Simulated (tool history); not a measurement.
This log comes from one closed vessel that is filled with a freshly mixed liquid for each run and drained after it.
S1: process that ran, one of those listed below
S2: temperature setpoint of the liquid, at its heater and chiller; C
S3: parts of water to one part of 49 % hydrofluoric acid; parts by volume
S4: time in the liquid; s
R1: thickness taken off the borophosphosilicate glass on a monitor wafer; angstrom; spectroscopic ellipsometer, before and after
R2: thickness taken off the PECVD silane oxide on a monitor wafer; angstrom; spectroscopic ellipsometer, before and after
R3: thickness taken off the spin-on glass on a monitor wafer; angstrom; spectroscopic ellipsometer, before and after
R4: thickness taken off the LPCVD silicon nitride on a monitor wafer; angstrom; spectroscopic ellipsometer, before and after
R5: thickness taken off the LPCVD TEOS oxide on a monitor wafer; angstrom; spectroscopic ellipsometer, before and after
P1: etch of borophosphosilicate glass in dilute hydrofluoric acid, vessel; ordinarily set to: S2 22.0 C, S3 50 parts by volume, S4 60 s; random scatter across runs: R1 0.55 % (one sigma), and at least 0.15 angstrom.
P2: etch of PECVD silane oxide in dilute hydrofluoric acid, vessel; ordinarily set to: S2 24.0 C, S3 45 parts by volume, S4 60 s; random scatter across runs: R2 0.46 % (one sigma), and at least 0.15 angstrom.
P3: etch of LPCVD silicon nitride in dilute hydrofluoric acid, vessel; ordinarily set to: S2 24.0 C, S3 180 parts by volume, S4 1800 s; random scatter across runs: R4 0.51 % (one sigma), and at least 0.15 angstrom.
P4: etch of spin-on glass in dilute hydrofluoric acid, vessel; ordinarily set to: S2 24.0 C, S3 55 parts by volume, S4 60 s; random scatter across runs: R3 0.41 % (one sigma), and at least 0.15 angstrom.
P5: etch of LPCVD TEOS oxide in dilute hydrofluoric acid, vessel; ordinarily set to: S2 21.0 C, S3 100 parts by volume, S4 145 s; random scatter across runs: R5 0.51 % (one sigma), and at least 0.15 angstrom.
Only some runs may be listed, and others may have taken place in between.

Run 1, hour 18.3: S1 P1, S2 22.0 C, S3 50 parts by volume, S4 60 s. Result: R1 420.46 angstrom.
Run 2, hour 29.0: S1 P2, S2 24.0 C, S3 45 parts by volume, S4 60 s. Result: R2 328.65 angstrom.
Run 3, hour 38.6: S1 P2, S2 24.0 C, S3 20 parts by volume, S4 60 s. Result: R2 767.14 angstrom.
Run 4, hour 57.2: S1 P4, S2 24.0 C, S3 55 parts by volume, S4 60 s. Result: R3 543.17 angstrom.
Run 5, hour 74.6: S1 P1, S2 22.0 C, S3 50 parts by volume, S4 60 s. Result: R1 421.04 angstrom.
Run 6, hour 90.9: S1 P4, S2 24.0 C, S3 55 parts by volume, S4 35 s. Result: R3 315.95 angstrom.
At hour 97.0: hydrofluoric acid flow meter replaced.
Run 7, hour 100.6: S1 P2, S2 31.0 C, S3 45 parts by volume, S4 60 s. Result: R2 442.76 angstrom.
Run 8, hour 114.4: S1 P4, S2 28.0 C, S3 55 parts by volume, S4 60 s. Result: R3 632.90 angstrom.
Run 9, hour 127.9: S1 P3, S2 24.0 C, S3 180 parts by volume, S4 1800 s. Result: R4 49.058 angstrom.
Run 10, hour 140.6: S1 P1, S2 22.0 C, S3 50 parts by volume, S4 60 s. Result: R1 419.83 angstrom.
Run 11, hour 157.1: S1 P5, S2 21.0 C, S3 100 parts by volume, S4 145 s. Result: R5 262.06 angstrom.
Run 12, hour 172.4: S1 P1, S2 17.0 C, S3 25 parts by volume, S4 60 s. Result: R1 700.24 angstrom.
Run 13, hour 186.0: S1 P2, S2 24.0 C, S3 45 parts by volume, S4 30 s. Result: R2 166.08 angstrom.
Run 14, hour 200.3: S1 P1, S2 22.0 C, S3 20 parts by volume, S4 85 s. Result: R1 1559.70 angstrom.
Run 15, hour 218.7: S1 P3, S2 18.5 C, S3 180 parts by volume, S4 1800 s. Result: R4 34.610 angstrom.
Run 16, hour 235.4: S1 P1, S2 26.0 C, S3 50 parts by volume, S4 60 s. Result: R1 502.80 angstrom.
Run 17, hour 250.6: S1 P4, S2 24.0 C, S3 55 parts by volume, S4 60 s. Result: R3 538.59 angstrom.
Run 18, hour 268.7: S1 P1, S2 17.0 C, S3 50 parts by volume, S4 60 s. Result: R1 339.66 angstrom.
Run 19, hour 282.7: S1 P1, S2 22.0 C, S3 20 parts by volume, S4 60 s. Result: R1 1093.50 angstrom.
Run 20, hour 297.3: S1 P1, S2 22.0 C, S3 50 parts by volume, S4 60 s. Result: R1 422.67 angstrom.
Run 21, hour 306.5: S1 P1, S2 22.0 C, S3 50 parts by volume, S4 60 s. Result: R1 417.68 angstrom.
Run 22, hour 317.3: S1 P5, S2 21.0 C, S3 35 parts by volume, S4 145 s. Result: R5 811.13 angstrom.
Run 23, hour 327.9: S1 P1, S2 22.0 C, S3 50 parts by volume, S4 115 s. Result: R1 802.78 angstrom.
Run 24, hour 345.2: S1 P4, S2 24.0 C, S3 95 parts by volume, S4 60 s. Result: R3 299.29 angstrom.
Run 25, hour 362.6: S1 P1, S2 22.0 C, S3 50 parts by volume, S4 35 s. Result: R1 244.25 angstrom.
Run 26, hour 373.9: S1 P3, S2 24.0 C, S3 180 parts by volume, S4 3305 s. Result: R4 90.266 angstrom.
Run 27, hour 388.9: S1 P3, S2 24.0 C, S3 85 parts by volume, S4 1800 s. Result: R4 104.050 angstrom.
Run 28, hour 397.9: S1 P5, S2 21.0 C, S3 100 parts by volume, S4 145 s. Result: R5 261.46 angstrom.
Run 29, hour 409.6: S1 P5, S2 21.0 C, S3 100 parts by volume, S4 60 s. Result: R5 108.80 angstrom.
Run 30, hour 417.8: S1 P1, S2 22.0 C, S3 90 parts by volume, S4 60 s. Result: R1 221.24 angstrom.
Run 31, hour 428.7: S1 P5, S2 17.0 C, S3 100 parts by volume, S4 145 s. Result: R5 224.57 angstrom.
Run 32, hour 441.9: S1 P1, S2 22.0 C, S3 50 parts by volume, S4 60 s. Result: R1 420.70 angstrom.
Run 33, hour 460.6: S1 P1, S2 22.0 C, S3 50 parts by volume, S4 60 s. Result: R1 399.64 angstrom.

Run 34 has not been measured yet. What should we expect?
Run 34, hour 470.3: S1 P1, S2 22.0 C, S3 50 parts by volume, S4 60 s. Result: R1 ?.

{"run 34": {"R1": 393.97}}

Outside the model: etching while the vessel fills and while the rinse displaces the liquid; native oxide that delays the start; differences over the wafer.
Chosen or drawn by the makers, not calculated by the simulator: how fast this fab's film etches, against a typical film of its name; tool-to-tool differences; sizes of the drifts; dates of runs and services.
